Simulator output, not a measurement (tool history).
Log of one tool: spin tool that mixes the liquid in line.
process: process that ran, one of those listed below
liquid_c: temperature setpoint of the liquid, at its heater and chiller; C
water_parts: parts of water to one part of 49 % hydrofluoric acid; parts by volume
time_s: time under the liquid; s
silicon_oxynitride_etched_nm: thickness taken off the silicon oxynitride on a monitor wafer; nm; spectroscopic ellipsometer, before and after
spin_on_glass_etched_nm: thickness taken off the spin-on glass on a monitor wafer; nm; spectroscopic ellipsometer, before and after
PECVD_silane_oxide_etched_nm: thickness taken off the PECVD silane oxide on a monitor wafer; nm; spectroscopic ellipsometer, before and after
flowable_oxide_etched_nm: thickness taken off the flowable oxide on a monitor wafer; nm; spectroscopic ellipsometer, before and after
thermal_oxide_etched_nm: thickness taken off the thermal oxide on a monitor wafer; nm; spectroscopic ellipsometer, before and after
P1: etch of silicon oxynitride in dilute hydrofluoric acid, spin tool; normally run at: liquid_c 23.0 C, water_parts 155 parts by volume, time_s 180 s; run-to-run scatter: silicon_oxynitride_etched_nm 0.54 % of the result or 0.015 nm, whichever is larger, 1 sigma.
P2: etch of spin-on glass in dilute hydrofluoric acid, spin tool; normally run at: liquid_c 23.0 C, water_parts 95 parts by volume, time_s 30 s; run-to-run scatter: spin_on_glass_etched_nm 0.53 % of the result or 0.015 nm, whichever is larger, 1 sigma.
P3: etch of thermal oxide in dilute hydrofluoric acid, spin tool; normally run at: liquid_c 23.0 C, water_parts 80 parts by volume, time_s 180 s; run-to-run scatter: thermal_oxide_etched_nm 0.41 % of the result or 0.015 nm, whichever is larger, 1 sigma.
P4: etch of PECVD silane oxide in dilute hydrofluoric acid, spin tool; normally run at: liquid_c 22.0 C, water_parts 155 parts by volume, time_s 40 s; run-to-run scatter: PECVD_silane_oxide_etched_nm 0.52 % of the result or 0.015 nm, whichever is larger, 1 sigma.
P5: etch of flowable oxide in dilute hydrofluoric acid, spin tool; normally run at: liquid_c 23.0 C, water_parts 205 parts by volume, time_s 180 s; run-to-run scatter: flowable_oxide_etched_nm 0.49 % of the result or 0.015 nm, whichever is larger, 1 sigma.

| run | hour | process | liquid_c | water_parts | time_s | silicon_oxynitride_etched_nm | spin_on_glass_etched_nm | PECVD_silane_oxide_etched_nm | flowable_oxide_etched_nm | thermal_oxide_etched_nm |
|---|---|---|---|---|---|---|---|---|---|---|
| 1 | 13.1 | P1 | 23.0 | 155 | 180 | 4.8601 |  |  |  |  |
| 2 | 21.4 | P2 | 23.0 | 95 | 30 |  | 12.5840 |  |  |  |
| 3 | 30.8 | P2 | 23.0 | 20 | 30 |  | 65.6000 |  |  |  |
| 4 | 42.6 | P1 | 27.0 | 155 | 180 | 5.8476 |  |  |  |  |
| 5 | 55.1 | P1 | 23.0 | 155 | 180 | 4.9049 |  |  |  |  |
| 6 | 67.8 | P1 | 23.0 | 265 | 180 | 2.6419 |  |  |  |  |
| 7 | 77.3 | P4 | 17.0 | 155 | 40 |  |  | 3.1101 |  |  |
| 8 | 88.4 | P4 | 22.0 | 155 | 40 |  |  | 3.8507 |  |  |
| 9 | 100.8 | P4 | 22.0 | 40 | 40 |  |  | 17.1730 |  |  |
| 10 | 112.0 | P5 | 23.0 | 370 | 180 |  |  |  | 17.513 |  |
| 11 | 123.9 | P3 | 23.0 | 140 | 180 |  |  |  |  | 5.2437 |
| 12 | 131.1 | P2 | 17.0 | 95 | 30 |  | 9.8460 |  |  |  |
| 13 | 139.2 | P1 | 23.0 | 155 | 365 | 9.9333 |  |  |  |  |
| 14 | 150.4 | P3 | 17.5 | 80 | 180 |  |  |  |  | 7.8152 |
| 15 | 162.0 | P5 | 17.0 | 205 | 180 |  |  |  | 29.530 |  |
| 16 | 174.4 | P1 | 17.5 | 155 | 180 | 3.7500 |  |  |  |  |
| 17 | 180.5 | P5 | 23.0 | 205 | 180 |  |  |  | 37.001 |  |
| 18 | 191.6 | P1 | 23.0 | 155 | 90 | 2.4289 |  |  |  |  |
| 19 | 201.9 | P1 | 17.0 | 155 | 330 | 6.6951 |  |  |  |  |
| 20 | 209.5 | P1 | 23.0 | 155 | 180 | 4.8724 |  |  |  |  |
| 21 | 215.5 | P3 | 23.0 | 80 | 180 |  |  |  |  | 9.8408 |
| 22 | 227.2 | P2 | 23.0 | 95 | 15 |  | 6.2881 |  |  |  |
| 23 | 239.4 | P1 | 23.0 | 85 | 180 | 9.4750 |  |  |  |  |
| 24 | 250.1 | P1 | 23.0 | 155 | 180 | 4.8425 |  |  |  |  |
| 25 | 258.4 | P2 | 23.0 | 95 | 30 |  | 12.6730 |  |  |  |
| 26 | 269.1 | P5 | 23.0 | 205 | 325 |  |  |  | 67.181 |  |
|  | 277.2 | thermometer replaced |
| 27 | 277.5 | P4 | 22.0 | 155 | 70 |  |  | 6.7385 |  |  |
| 28 | 285.3 | P3 | 23.0 | 80 | 20 |  |  |  |  | 1.0790 |
| 29 | 297.2 | P1 | 23.0 | 265 | 325 | 4.7419 |  |  |  |  |
| 30 | 306.9 | P1 | 23.0 | 155 | 180 | 4.8791 |  |  |  |  |
| 31 | 315.5 | P1 | 30.5 | 155 | 260 | 9.8279 |  |  |  |  |
| 32 | 325.7 | P3 | 23.0 | 80 | 180 |  |  |  |  | 9.8493 |
| 33 | 333.1 | P1 | 23.0 | 155 | 180 | 4.8870 |  |  |  |  |
| 34 | 344.4 | P1 | 23.0 | 155 | 180 | 4.9911 |  |  |  |  |
| 35 | 355.8 | P1 | 23.0 | 155 | 180 | 5.1193 |  |  |  |  |
| 36 | 366.7 | P1 | 23.0 | 155 | 180 | 5.1725 |  |  |  |  |
| 37 | 379.1 | P1 | 23.0 | 155 | 180 | 5.2147 |  |  |  |  |
| 38 | 388.8 | P1 | 23.0 | 155 | 180 | 5.1971 |  |  |  |  |
| 39 | 400.2 | P1 | 23.0 | 155 | 180 | 5.2724 |  |  |  |  |
| 40 | 407.9 | P1 | 23.0 | 155 | 180 | 5.2842 |  |  |  |  |
| 41 | 415.3 | P1 | 23.0 | 155 | 180 | 5.3011 |  |  |  |  |

What P1 gives has crept away from where it was. These 2 causes fit the log equally well, each at the size given:
A: liquid hotter than its thermometer reads (K) = 1.6
B: hydrofluoric acid flow above the setpoint (%) = 6.79
The creep began at about hour 333.1.

4 check runs are offered, each on 2 wafers whose results are averaged, their results left as question marks. Which one tells the causes apart?
| check 1 | 422.7 | P5 | 23.0 | 355 | 180 |  |  |  | ? |  |
| check 2 | 422.7 | P3 | 18.5 | 80 | 40 |  |  |  |  | ? |
| check 3 | 422.7 | P2 | 17.0 | 95 | 30 |  | ? |  |  |  |
| check 4 | 422.7 | P4 | 22.0 | 45 | 70 |  |  | ? |  |  |

What each check would give under each cause:
| check | result | if A | if B |
|---|---|---|---|
| check 1 | flowable_oxide_etched_nm | 19.504 | 20.147 |
| check 2 | thermal_oxide_etched_nm | 1.9442 | 1.9528 |
| check 3 | spin_on_glass_etched_nm | 10.5220 | 10.5730 |
| check 4 | PECVD_silane_oxide_etched_nm | 28.2670 | 28.3400 |
How far apart the two closest causes lie, in the result that separates them most: check 1 3.24 %; check 2 0.44 %; check 3 0.48 %; check 4 0.26 %
Only check 1 tells the causes apart: in the others they would give nearly the same result.

Check 1 was then run and gave: flowable_oxide_etched_nm 20.100 nm. Which cause is it?

It is B: hydrofluoric acid flow above the setpoint (%).
